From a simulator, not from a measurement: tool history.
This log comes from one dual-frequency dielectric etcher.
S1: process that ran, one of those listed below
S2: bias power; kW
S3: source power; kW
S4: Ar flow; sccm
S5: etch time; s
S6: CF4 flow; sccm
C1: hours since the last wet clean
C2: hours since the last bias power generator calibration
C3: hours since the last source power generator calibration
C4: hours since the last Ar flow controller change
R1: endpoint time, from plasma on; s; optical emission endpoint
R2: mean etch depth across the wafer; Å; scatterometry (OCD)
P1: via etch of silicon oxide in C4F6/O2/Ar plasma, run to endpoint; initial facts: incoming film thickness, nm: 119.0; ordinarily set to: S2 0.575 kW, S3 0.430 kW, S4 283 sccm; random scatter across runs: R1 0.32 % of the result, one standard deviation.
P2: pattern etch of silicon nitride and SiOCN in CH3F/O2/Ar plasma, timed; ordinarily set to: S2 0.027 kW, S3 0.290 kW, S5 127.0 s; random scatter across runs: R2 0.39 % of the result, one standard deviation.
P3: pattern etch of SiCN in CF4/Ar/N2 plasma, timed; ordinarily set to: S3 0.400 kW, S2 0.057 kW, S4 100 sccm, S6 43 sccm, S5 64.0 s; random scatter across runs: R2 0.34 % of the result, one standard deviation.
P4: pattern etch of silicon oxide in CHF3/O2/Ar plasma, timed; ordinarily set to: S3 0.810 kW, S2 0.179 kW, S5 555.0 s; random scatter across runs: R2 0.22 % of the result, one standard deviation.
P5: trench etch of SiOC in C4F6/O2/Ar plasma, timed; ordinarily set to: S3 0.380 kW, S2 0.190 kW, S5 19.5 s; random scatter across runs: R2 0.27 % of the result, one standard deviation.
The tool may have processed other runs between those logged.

run 1 hour=10.2 | S1=P1 S2=0.575 S3=0.430 S4=283 | C1=96.6 C2=1667.5 C3=617.5 C4=3264.2 | R1=24.566
run 2 hour=21.3 | S1=P5 S2=0.190 S3=0.220 S5=19.5 | C1=107.7 C2=1678.6 C3=628.6 C4=3275.3 | R2=329.27
run 3 hour=33.1 | S1=P2 S2=0.034 S3=0.290 S5=127.0 | C1=119.5 C2=1690.4 C3=640.4 C4=3287.1 | R2=178.62
run 4 hour=47.9 | S1=P2 S2=0.027 S3=0.290 S5=170.5 | C1=134.3 C2=1705.2 C3=655.2 C4=3301.9 | R2=216.27
run 5 hour=58.7 | S1=P4 S2=0.179 S3=0.810 S5=555.0 | C1=145.1 C2=1716.0 C3=666.0 C4=3312.7 | R2=11950.00
run 6 hour=75.5 | S1=P3 S2=0.057 S3=0.400 S4=100 S5=64.0 S6=43 | C1=161.9 C2=1732.8 C3=682.8 C4=3329.5 | R2=427.14
run 7 hour=90.6 | S1=P1 S2=0.575 S3=0.430 S4=283 | C1=177.0 C2=1747.9 C3=697.9 C4=3344.6 | R1=24.415
run 8 hour=100.6 | S1=P5 S2=0.257 S3=0.380 S5=19.5 | C1=187.0 C2=1757.9 C3=707.9 C4=3354.6 | R2=449.68
run 9 hour=112.1 | S1=P4 S2=0.249 S3=0.810 S5=555.0 | C1=198.5 C2=1769.4 C3=719.4 C4=3366.1 | R2=13367.00
run 10 hour=121.9 | S1=P2 S2=0.027 S3=0.290 S5=127.0 | C1=208.3 C2=1779.2 C3=729.2 C4=3375.9 | R2=160.61
run 11 hour=137.6 | S1=P1 S2=0.575 S3=0.430 S4=283 | C1=224.0 C2=1794.9 C3=744.9 C4=3391.6 | R1=24.539
run 12 hour=146.2 | S1=P3 S2=0.057 S3=0.400 S4=139 S5=64.0 S6=43 | C1=232.6 C2=1803.5 C3=753.5 C4=3400.2 | R2=401.90
run 13 hour=153.8 | S1=P1 S2=0.461 S3=0.430 S4=283 | C1=240.2 C2=1811.1 C3=761.1 C4=3407.8 | R1=26.493
run 14 hour=165.9 | S1=P5 S2=0.190 S3=0.380 S5=19.5 | C1=252.3 C2=1823.2 C3=773.2 C4=3419.9 | R2=406.31
run 15 hour=174.1 | S1=P1 S2=0.575 S3=0.520 S4=382 | C1=260.5 C2=1831.4 C3=781.4 C4=3428.1 | R1=23.714
run 16 hour=183.8 | S1=P1 S2=0.681 S3=0.430 S4=283 | C1=270.2 C2=1841.1 C3=791.1 C4=3437.8 | R1=22.967
-- hour=194.4 bias power generator calibrated
run 17 hour=200.4 | S1=P4 S2=0.179 S3=0.550 S5=555.0 | C1=286.8 C2=6.1 C3=807.7 C4=3454.4 | R2=10271.00
run 18 hour=212.7 | S1=P1 S2=0.575 S3=0.300 S4=283 | C1=299.1 C2=18.4 C3=820.0 C4=3466.7 | R1=27.837
run 19 hour=224.7 | S1=P1 S2=0.575 S3=0.430 S4=207 | C1=311.1 C2=30.4 C3=832.0 C4=3478.7 | R1=23.658
run 20 hour=235.4 | S1=P1 S2=0.575 S3=0.430 S4=283 | C1=321.8 C2=41.1 C3=842.7 C4=3489.4 | R1=24.502
run 21 hour=251.3 | S1=P5 S2=0.190 S3=0.380 S5=19.5 | C1=337.7 C2=57.0 C3=858.6 C4=3505.3 | R2=404.85
run 22 hour=268.0 | S1=P3 S2=0.038 S3=0.400 S4=100 S5=64.0 S6=43 | C1=354.4 C2=73.7 C3=875.3 C4=3522.0 | R2=370.46
run 23 hour=280.1 | S1=P4 S2=0.179 S3=0.810 S5=315.0 | C1=366.5 C2=85.8 C3=887.4 C4=3534.1 | R2=6770.20
run 24 hour=289.3 | S1=P1 S2=0.575 S3=0.550 S4=283 | C1=375.7 C2=95.0 C3=896.6 C4=3543.3 | R1=22.355
run 25 hour=298.5 | S1=P2 S2=0.027 S3=0.230 S5=127.0 | C1=384.9 C2=104.2 C3=905.8 C4=3552.5 | R2=148.79
run 26 hour=311.1 | S1=P3 S2=0.057 S3=0.400 S4=100 S5=35.0 S6=43 | C1=397.5 C2=116.8 C3=918.4 C4=3565.1 | R2=234.05
run 27 hour=318.8 | S1=P3 S2=0.057 S3=0.290 S4=100 S5=64.0 S6=43 | C1=405.2 C2=124.5 C3=926.1 C4=3572.8 | R2=323.04
run 28 hour=331.9 | S1=P3 S2=0.057 S3=0.400 S4=100 S5=64.0 S6=28 | C1=418.3 C2=137.6 C3=939.2 C4=3585.9 | R2=393.92
run 29 hour=341.7 | S1=P1 S2=0.575 S3=0.430 S4=366 | C1=428.1 C2=147.4 C3=949.0 C4=3595.7 | R1=25.083
run 30 hour=354.2 | S1=P5 S2=0.190 S3=0.380 S5=13.5 | C1=440.6 C2=159.9 C3=961.5 C4=3608.2 | R2=281.58
run 31 hour=370.2 | S1=P1 S2=0.575 S3=0.430 S4=283 | C1=456.6 C2=175.9 C3=977.5 C4=3624.2 | R1=24.328
run 32 hour=377.9 | S1=P2 S2=0.027 S3=0.290 S5=127.0 | C1=464.3 C2=183.6 C3=985.2 C4=3631.9 | R2=161.59
run 33 hour=388.1 | S1=P1 S2=0.575 S3=0.430 S4=283 | C1=474.5 C2=193.8 C3=995.4 C4=3642.1 | R1=24.481
run 34 hour=397.8 | S1=P1 S2=0.575 S3=0.430 S4=283 | C1=484.2 C2=203.5 C3=1005.1 C4=3651.8 | R1=24.111
run 35 hour=414.0 | S1=P1 S2=0.575 S3=0.430 S4=283 | C1=500.4 C2=219.7 C3=1021.3 C4=3668.0 | R1=24.198
-- hour=424.6 wet clean of the chamber
run 36 hour=427.7 | S1=P1 S2=0.575 S3=0.430 S4=283 | C1=3.1 C2=233.4 C3=1035.0 C4=3681.7 | R1=24.073
-- hour=430.7 Ar flow controller replaced
run 37 hour=443.6 | S1=P1 S2=0.575 S3=0.430 S4=283 | C1=19.0 C2=249.3 C3=1050.9 C4=13.0 | R1=24.132
run 38 hour=451.1 | S1=P1 S2=0.575 S3=0.430 S4=283 | C1=26.5 C2=256.8 C3=1058.4 C4=20.5 | R1=24.035
run 39 hour=459.5 | S1=P1 S2=0.575 S3=0.430 S4=283 | C1=34.9 C2=265.2 C3=1066.8 C4=28.9 | R1=24.095

The log shows P1 creeping away from where it was. Any of the 2 causes listed here, at the size stated for it, fits the log just as well as the others:
A: bias power that arrives over what is set, % = 4.29
B: source power that arrives over what is set, % = 4.46
The creep began at about hour 388.1.
Why every other cause is out:
chamber walls in a state that raises the etch rate, %: serviced at hour 424.6, after the change had begun; the process did not return to its earlier output
Ar flow that arrives under what is set, %: serviced at hour 430.7, after the change had begun; the process did not return to its earlier output

Below are 4 check runs, each averaged over 2 wafers, with their results shown as question marks. Which of them would give clearly different results depending on which cause is behind the drift?
run check 1 hour=467.9 | S1=P4 S2=0.179 S3=0.560 S5=317.0 | R2=?
run check 2 hour=467.9 | S1=P5 S2=0.190 S3=0.300 S5=19.5 | R2=?
run check 3 hour=467.9 | S1=P3 S2=0.042 S3=0.400 S4=100 S5=64.0 S6=29 | R2=?
run check 4 hour=467.9 | S1=P2 S2=0.027 S3=0.290 S5=165.0 | R2=?

How each check would come out, cause by cause:
check=check_1 result=R2 if_A=6009.10 if_B=6023.80
check=check_2 result=R2 if_A=375.79 if_B=376.93
check=check_3 result=R2 if_A=359.42 if_B=367.63
check=check_4 result=R2 if_A=214.15 if_B=213.07
Separation of the two closest causes in each check, using whichever result separates them best: check 1 0.24 %; check 2 0.3 %; check 3 2.26 %; check 4 0.5 %
Check 3 is the one run that separates the causes; every other check would come out nearly the same whichever cause is at work.

Here is what check 3 returned: R2 359.79 Å. Which cause is it?

It is A: bias power that arrives over what is set, %.
